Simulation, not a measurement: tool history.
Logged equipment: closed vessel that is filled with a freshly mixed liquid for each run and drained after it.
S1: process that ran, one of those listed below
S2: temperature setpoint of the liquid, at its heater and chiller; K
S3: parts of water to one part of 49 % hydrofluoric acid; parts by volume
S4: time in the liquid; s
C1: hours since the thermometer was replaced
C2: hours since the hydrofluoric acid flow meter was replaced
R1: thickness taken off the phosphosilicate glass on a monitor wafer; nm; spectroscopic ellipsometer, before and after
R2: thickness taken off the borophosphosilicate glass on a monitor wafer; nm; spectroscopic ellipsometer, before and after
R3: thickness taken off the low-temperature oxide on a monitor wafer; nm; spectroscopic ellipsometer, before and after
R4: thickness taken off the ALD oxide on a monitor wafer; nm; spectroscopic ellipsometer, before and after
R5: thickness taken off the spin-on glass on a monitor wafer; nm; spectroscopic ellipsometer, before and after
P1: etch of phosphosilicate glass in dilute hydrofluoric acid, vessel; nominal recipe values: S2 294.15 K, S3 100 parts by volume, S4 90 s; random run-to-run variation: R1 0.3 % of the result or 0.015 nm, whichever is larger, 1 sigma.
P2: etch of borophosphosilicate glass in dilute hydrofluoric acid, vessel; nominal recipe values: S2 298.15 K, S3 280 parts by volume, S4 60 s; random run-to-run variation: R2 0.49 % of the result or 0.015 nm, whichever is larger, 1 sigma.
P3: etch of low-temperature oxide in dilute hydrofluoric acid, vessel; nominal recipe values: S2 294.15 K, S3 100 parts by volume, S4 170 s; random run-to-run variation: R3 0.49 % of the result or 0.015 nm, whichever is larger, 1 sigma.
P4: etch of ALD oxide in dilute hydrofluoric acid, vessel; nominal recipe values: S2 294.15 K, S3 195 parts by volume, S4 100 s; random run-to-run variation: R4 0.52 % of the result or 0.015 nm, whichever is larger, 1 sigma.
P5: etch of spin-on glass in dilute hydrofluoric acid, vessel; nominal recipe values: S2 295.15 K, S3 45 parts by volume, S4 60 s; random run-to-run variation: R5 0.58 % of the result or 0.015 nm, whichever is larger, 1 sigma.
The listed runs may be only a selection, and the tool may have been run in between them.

{"run": 1, "day": 0.258, "S1": "P1", "S2": 294.15, "S3": 100, "S4": 90, "C1": 138.2, "C2": 771.7, "R1": 50.365}
{"run": 2, "day": 0.617, "S1": "P1", "S2": 290.15, "S3": 100, "S4": 140, "C1": 146.8, "C2": 780.3, "R1": 66.294}
{"run": 3, "day": 0.958, "S1": "P1", "S2": 294.15, "S3": 25, "S4": 90, "C1": 155.0, "C2": 788.5, "R1": 220.75}
{"run": 4, "day": 1.542, "S1": "P2", "S2": 298.15, "S3": 280, "S4": 105, "C1": 169.0, "C2": 802.5, "R2": 12.342}
{"run": 5, "day": 2.1, "S1": "P2", "S2": 298.15, "S3": 465, "S4": 60, "C1": 182.4, "C2": 815.9, "R2": 3.5781}
{"run": 6, "day": 2.638, "S1": "P1", "S2": 300.65, "S3": 100, "S4": 90, "C1": 195.3, "C2": 828.8, "R1": 65.028}
{"run": 7, "day": 2.958, "S1": "P3", "S2": 294.15, "S3": 100, "S4": 170, "C1": 203.0, "C2": 836.5, "R3": 43.081}
{"run": 8, "day": 3.367, "S1": "P1", "S2": 294.15, "S3": 100, "S4": 90, "C1": 212.8, "C2": 846.3, "R1": 50.518}
{"run": 9, "day": 3.908, "S1": "P3", "S2": 294.15, "S3": 170, "S4": 170, "C1": 225.8, "C2": 859.3, "R3": 23.608}
{"day": 4.083, "done": "thermometer replaced"}
{"run": 10, "day": 4.321, "S1": "P1", "S2": 294.15, "S3": 100, "S4": 30, "C1": 5.8, "C2": 869.2, "R1": 16.85}
{"run": 11, "day": 4.692, "S1": "P1", "S2": 294.15, "S3": 100, "S4": 90, "C1": 14.7, "C2": 878.1, "R1": 50.299}
{"run": 12, "day": 4.954, "S1": "P4", "S2": 300.15, "S3": 195, "S4": 100, "C1": 21.0, "C2": 884.4, "R4": 6.6831}
{"run": 13, "day": 5.542, "S1": "P1", "S2": 294.15, "S3": 170, "S4": 90, "C1": 35.1, "C2": 898.5, "R1": 27.476}
{"run": 14, "day": 5.883, "S1": "P4", "S2": 294.15, "S3": 195, "S4": 100, "C1": 43.3, "C2": 906.7, "R4": 5.3836}
{"run": 15, "day": 6.217, "S1": "P4", "S2": 294.15, "S3": 70, "S4": 100, "C1": 51.3, "C2": 914.7, "R4": 17.107}
{"run": 16, "day": 6.729, "S1": "P1", "S2": 290.15, "S3": 140, "S4": 90, "C1": 63.6, "C2": 927.0, "R1": 29.348}
{"run": 17, "day": 7.188, "S1": "P5", "S2": 295.15, "S3": 45, "S4": 100, "C1": 74.6, "C2": 938.0, "R5": 95.93}
{"run": 18, "day": 7.45, "S1": "P1", "S2": 294.15, "S3": 100, "S4": 180, "C1": 80.9, "C2": 944.3, "R1": 101.13}
{"run": 19, "day": 8.008, "S1": "P1", "S2": 294.15, "S3": 100, "S4": 90, "C1": 94.3, "C2": 957.7, "R1": 50.448}
{"run": 20, "day": 8.425, "S1": "P1", "S2": 290.15, "S3": 100, "S4": 125, "C1": 104.3, "C2": 967.7, "R1": 59.698}
{"run": 21, "day": 8.721, "S1": "P5", "S2": 295.15, "S3": 80, "S4": 60, "C1": 111.4, "C2": 974.8, "R5": 31.291}
{"run": 22, "day": 9.192, "S1": "P1", "S2": 294.15, "S3": 100, "S4": 90, "C1": 122.7, "C2": 986.1, "R1": 50.44}
{"run": 23, "day": 9.554, "S1": "P1", "S2": 294.15, "S3": 100, "S4": 90, "C1": 131.4, "C2": 994.8, "R1": 50.146}
{"run": 24, "day": 9.962, "S1": "P5", "S2": 302.15, "S3": 45, "S4": 60, "C1": 141.2, "C2": 1004.6, "R5": 77.354}
{"run": 25, "day": 10.421, "S1": "P3", "S2": 290.15, "S3": 100, "S4": 170, "C1": 152.2, "C2": 1015.6, "R3": 36.465}
{"run": 26, "day": 10.933, "S1": "P1", "S2": 290.15, "S3": 100, "S4": 90, "C1": 164.5, "C2": 1027.9, "R1": 42.854}
{"run": 27, "day": 11.488, "S1": "P3", "S2": 294.15, "S3": 100, "S4": 170, "C1": 177.8, "C2": 1041.2, "R3": 43.517}
{"run": 28, "day": 11.883, "S1": "P4", "S2": 294.15, "S3": 195, "S4": 50, "C1": 187.3, "C2": 1050.7, "R4": 2.6635}
{"run": 29, "day": 12.396, "S1": "P3", "S2": 294.15, "S3": 100, "S4": 325, "C1": 199.6, "C2": 1063.0, "R3": 82.903}
{"run": 30, "day": 12.688, "S1": "P2", "S2": 298.15, "S3": 280, "S4": 60, "C1": 206.6, "C2": 1070.0, "R2": 7.0627}
{"run": 31, "day": 13.142, "S1": "P2", "S2": 292.65, "S3": 280, "S4": 60, "C1": 217.5, "C2": 1080.9, "R2": 5.7866}
{"run": 32, "day": 13.721, "S1": "P5", "S2": 295.15, "S3": 45, "S4": 60, "C1": 231.4, "C2": 1094.8, "R5": 58.548}
{"run": 33, "day": 14.179, "S1": "P1", "S2": 294.15, "S3": 100, "S4": 90, "C1": 242.4, "C2": 1105.8, "R1": 50.124}
{"run": 34, "day": 14.496, "S1": "P1", "S2": 294.15, "S3": 100, "S4": 90, "C1": 250.0, "C2": 1113.4, "R1": 51.926}
{"run": 35, "day": 15.079, "S1": "P1", "S2": 294.15, "S3": 100, "S4": 90, "C1": 264.0, "C2": 1127.4, "R1": 53.389}
{"run": 36, "day": 15.621, "S1": "P1", "S2": 294.15, "S3": 100, "S4": 90, "C1": 277.0, "C2": 1140.4, "R1": 54.028}
{"run": 37, "day": 16.046, "S1": "P1", "S2": 294.15, "S3": 100, "S4": 90, "C1": 287.2, "C2": 1150.6, "R1": 54.45}
{"run": 38, "day": 16.475, "S1": "P1", "S2": 294.15, "S3": 100, "S4": 90, "C1": 297.5, "C2": 1160.9, "R1": 54.282}
{"run": 39, "day": 16.883, "S1": "P1", "S2": 294.15, "S3": 100, "S4": 90, "C1": 307.3, "C2": 1170.7, "R1": 54.655}

P1 has crept away from where it was. The log is fitted equally well by each of these 2 causes, at the sizes shown:
A: hydrofluoric acid flow above the setpoint (%) = 7.27
B: liquid hotter than its thermometer reads (K) = 1.94
The drift started at roughly day 14.179.

Consider the 4 check runs below, whose results appear as question marks and each of which averages 2 wafers. Which one distinguishes the causes, in that each cause would give it a clearly different result?
{"run": "check 1", "day": 17.292, "S1": "P2", "S2": 298.15, "S3": 400, "S4": 85, "R2": "?"}
{"run": "check 2", "day": 17.292, "S1": "P4", "S2": 299.65, "S3": 75, "S4": 100, "R4": "?"}
{"run": "check 3", "day": 17.292, "S1": "P5", "S2": 295.15, "S3": 70, "S4": 60, "R5": "?"}
{"run": "check 4", "day": 17.292, "S1": "P3", "S2": 291.15, "S3": 100, "S4": 230, "R3": "?"}

Expected result of each check under each candidate cause:
check=check_1 result=R2 if_A=6.8460 if_B=6.6227
check=check_2 result=R4 if_A=21.4210 if_B=21.3980
check=check_3 result=R5 if_A=39.070 if_B=39.201
check=check_4 result=R3 if_A=55.633 if_B=55.798
Separation of the two closest causes in each check, using whichever result separates them best: check 1 3.32 %; check 2 0.1 %; check 3 0.33 %; check 4 0.3 %
Only check 1 tells the causes apart: in the others they would give nearly the same result.

The results of check 1 are: R2 6.8643 nm. Based on these, which of the listed causes is it?

The correct cause is A, namely: hydrofluoric acid flow above the setpoint (%).
